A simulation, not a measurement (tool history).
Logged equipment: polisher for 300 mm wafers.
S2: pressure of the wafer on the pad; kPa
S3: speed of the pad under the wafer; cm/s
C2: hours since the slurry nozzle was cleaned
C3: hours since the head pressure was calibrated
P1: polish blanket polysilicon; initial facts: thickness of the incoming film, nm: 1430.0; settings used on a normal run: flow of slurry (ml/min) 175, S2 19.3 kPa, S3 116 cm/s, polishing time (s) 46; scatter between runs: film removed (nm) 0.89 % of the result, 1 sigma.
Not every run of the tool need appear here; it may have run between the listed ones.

Run 1, day 0.183: flow of slurry (ml/min) 175, S2 19.3 kPa, S3 116 cm/s, polishing time (s) 46; wafers polished on this pad 566; C2 381.1; C3 244.8. Result: film removed (nm) 383.34.
Run 2, day 0.304: flow of slurry (ml/min) 175, S2 26.9 kPa, S3 116 cm/s, polishing time (s) 46; wafers polished on this pad 601; C2 384; C3 247.7. Result: film removed (nm) 544.82.
Run 3, day 0.471: flow of slurry (ml/min) 175, S2 19.3 kPa, S3 116 cm/s, polishing time (s) 22; wafers polished on this pad 649; C2 388; C3 251.7. Result: film removed (nm) 184.76.
Run 4, day 0.608: flow of slurry (ml/min) 175, S2 19.3 kPa, S3 116 cm/s, polishing time (s) 46; wafers polished on this pad 689; C2 391.3; C3 255. Result: film removed (nm) 386.65.
Run 5, day 0.808: flow of slurry (ml/min) 175, S2 19.3 kPa, S3 116 cm/s, polishing time (s) 46; wafers polished on this pad 746; C2 396.1; C3 259.8. Result: film removed (nm) 384.67.
Run 6, day 0.962: flow of slurry (ml/min) 175, S2 19.3 kPa, S3 116 cm/s, polishing time (s) 46; wafers polished on this pad 791; C2 399.8; C3 263.5. Result: film removed (nm) 387.54.
Run 7, day 1.133: flow of slurry (ml/min) 175, S2 19.3 kPa, S3 116 cm/s, polishing time (s) 46; wafers polished on this pad 840; C2 403.9; C3 267.6. Result: film removed (nm) 389.05.
Run 8, day 1.262: flow of slurry (ml/min) 175, S2 19.3 kPa, S3 168 cm/s, polishing time (s) 32; wafers polished on this pad 877; C2 407; C3 270.7. Result: film removed (nm) 389.46.
Run 9, day 1.488: flow of slurry (ml/min) 175, S2 19.3 kPa, S3 116 cm/s, polishing time (s) 46; wafers polished on this pad 942; C2 412.4; C3 276.1. Result: film removed (nm) 393.92.
Run 10, day 1.592: flow of slurry (ml/min) 175, S2 19.3 kPa, S3 116 cm/s, polishing time (s) 46; wafers polished on this pad 972; C2 414.9; C3 278.6. Result: film removed (nm) 384.53.
Run 11, day 1.817: flow of slurry (ml/min) 265, S2 19.3 kPa, S3 116 cm/s, polishing time (s) 46; wafers polished on this pad 1037; C2 420.3; C3 284. Result: film removed (nm) 404.88.
Run 12, day 1.996: flow of slurry (ml/min) 175, S2 24.1 kPa, S3 74 cm/s, polishing time (s) 46; wafers polished on this pad 1089; C2 424.6; C3 288.3. Result: film removed (nm) 306.82.
Run 13, day 2.129: flow of slurry (ml/min) 105, S2 19.3 kPa, S3 116 cm/s, polishing time (s) 46; wafers polished on this pad 1127; C2 427.8; C3 291.5. Result: film removed (nm) 348.08.
Run 14, day 2.321: flow of slurry (ml/min) 175, S2 9.7 kPa, S3 116 cm/s, polishing time (s) 46; wafers polished on this pad 1183; C2 432.4; C3 296.1. Result: film removed (nm) 188.89.
Run 15, day 2.512: flow of slurry (ml/min) 175, S2 19.3 kPa, S3 116 cm/s, polishing time (s) 62; wafers polished on this pad 1238; C2 437; C3 300.7. Result: film removed (nm) 513.52.
Run 16, day 2.7: flow of slurry (ml/min) 175, S2 19.3 kPa, S3 182 cm/s, polishing time (s) 46; wafers polished on this pad 1292; C2 441.5; C3 305.2. Result: film removed (nm) 607.48.
Run 17, day 2.888: flow of slurry (ml/min) 175, S2 19.3 kPa, S3 52 cm/s, polishing time (s) 46; wafers polished on this pad 1346; C2 446; C3 309.7. Result: film removed (nm) 173.01.
Run 18, day 3.067: flow of slurry (ml/min) 175, S2 19.3 kPa, S3 116 cm/s, polishing time (s) 46; wafers polished on this pad 1398; C2 450.3; C3 314. Result: film removed (nm) 387.14.
Run 19, day 3.275: flow of slurry (ml/min) 175, S2 19.3 kPa, S3 116 cm/s, polishing time (s) 46; wafers polished on this pad 1458; C2 455.3; C3 319. Result: film removed (nm) 373.14.
Run 20, day 3.467: flow of slurry (ml/min) 175, S2 19.3 kPa, S3 116 cm/s, polishing time (s) 46; wafers polished on this pad 1513; C2 459.9; C3 323.6. Result: film removed (nm) 364.2.
Run 21, day 3.696: flow of slurry (ml/min) 175, S2 19.3 kPa, S3 116 cm/s, polishing time (s) 46; wafers polished on this pad 1579; C2 465.4; C3 329.1. Result: film removed (nm) 362.42.
Run 22, day 3.908: flow of slurry (ml/min) 175, S2 19.3 kPa, S3 116 cm/s, polishing time (s) 46; wafers polished on this pad 1641; C2 470.5; C3 334.2. Result: film removed (nm) 357.72.
Run 23, day 4.017: flow of slurry (ml/min) 175, S2 19.3 kPa, S3 116 cm/s, polishing time (s) 46; wafers polished on this pad 1672; C2 473.1; C3 336.8. Result: film removed (nm) 354.19.
At day 4.208: worn pad replaced by a new one.
Run 24, day 4.25: flow of slurry (ml/min) 175, S2 19.3 kPa, S3 116 cm/s, polishing time (s) 46; wafers polished on this pad 13; C2 478.7; C3 342.4. Result: film removed (nm) 359.84.
Run 25, day 4.388: flow of slurry (ml/min) 175, S2 19.3 kPa, S3 116 cm/s, polishing time (s) 46; wafers polished on this pad 52; C2 482; C3 345.7. Result: film removed (nm) 360.97.
Run 26, day 4.5: flow of slurry (ml/min) 175, S2 19.3 kPa, S3 116 cm/s, polishing time (s) 46; wafers polished on this pad 85; C2 484.7; C3 348.4. Result: film removed (nm) 352.44.
Run 27, day 4.671: flow of slurry (ml/min) 175, S2 19.3 kPa, S3 116 cm/s, polishing time (s) 46; wafers polished on this pad 134; C2 488.8; C3 352.5. Result: film removed (nm) 356.31.

What P1 gives has crept off from where it sat before. The 2 causes that follow fit the log equally well, each at the size noted:
A: head's pressure below its setpoint, % = 8.1
B: slurry flow missing at the pad, % = 36.3
Creep in the process output first set in at about day 3.067.
What rules out each remaining cause:
removal rate lost through wear of the pad, %: serviced at day 4.208, after the change had begun; the process did not return to its earlier output

Each of the check runs listed below is run on 2 wafers and reports their average, with the results left as question marks. Pick the one under which the possible causes would lead to clearly different results.
Run check 1, day 4.842: flow of slurry (ml/min) 175, S2 19.3 kPa, S3 88 cm/s, polishing time (s) 46. Result: film removed (nm) ?.
Run check 2, day 4.842: flow of slurry (ml/min) 175, S2 24.1 kPa, S3 66 cm/s, polishing time (s) 46. Result: film removed (nm) ?.
Run check 3, day 4.842: flow of slurry (ml/min) 105, S2 24.1 kPa, S3 116 cm/s, polishing time (s) 46. Result: film removed (nm) ?.
Run check 4, day 4.842: flow of slurry (ml/min) 175, S2 19.3 kPa, S3 154 cm/s, polishing time (s) 46. Result: film removed (nm) ?.

Predicted outcomes, by check and by cause:
  check             result    if A    if B
check 1  film removed (nm)  269.19  269.15
check 2  film removed (nm)  252.37  252.33
check 3  film removed (nm)  401.88  382.82
check 4  film removed (nm)  471.09  471.02
Per-check spread between the two closest causes, in the result where they differ most: check 1 0.01 %; check 2 0.01 %; check 3 4.86 %; check 4 0.01 %
Check 3 distinguishes between the causes, while the remaining checks would return nearly the same result for all of them.

With check 3 done, the readings were: film removed (nm) 401.34. Identify which of the listed causes applies.

The cause is A: head's pressure below its setpoint, %.
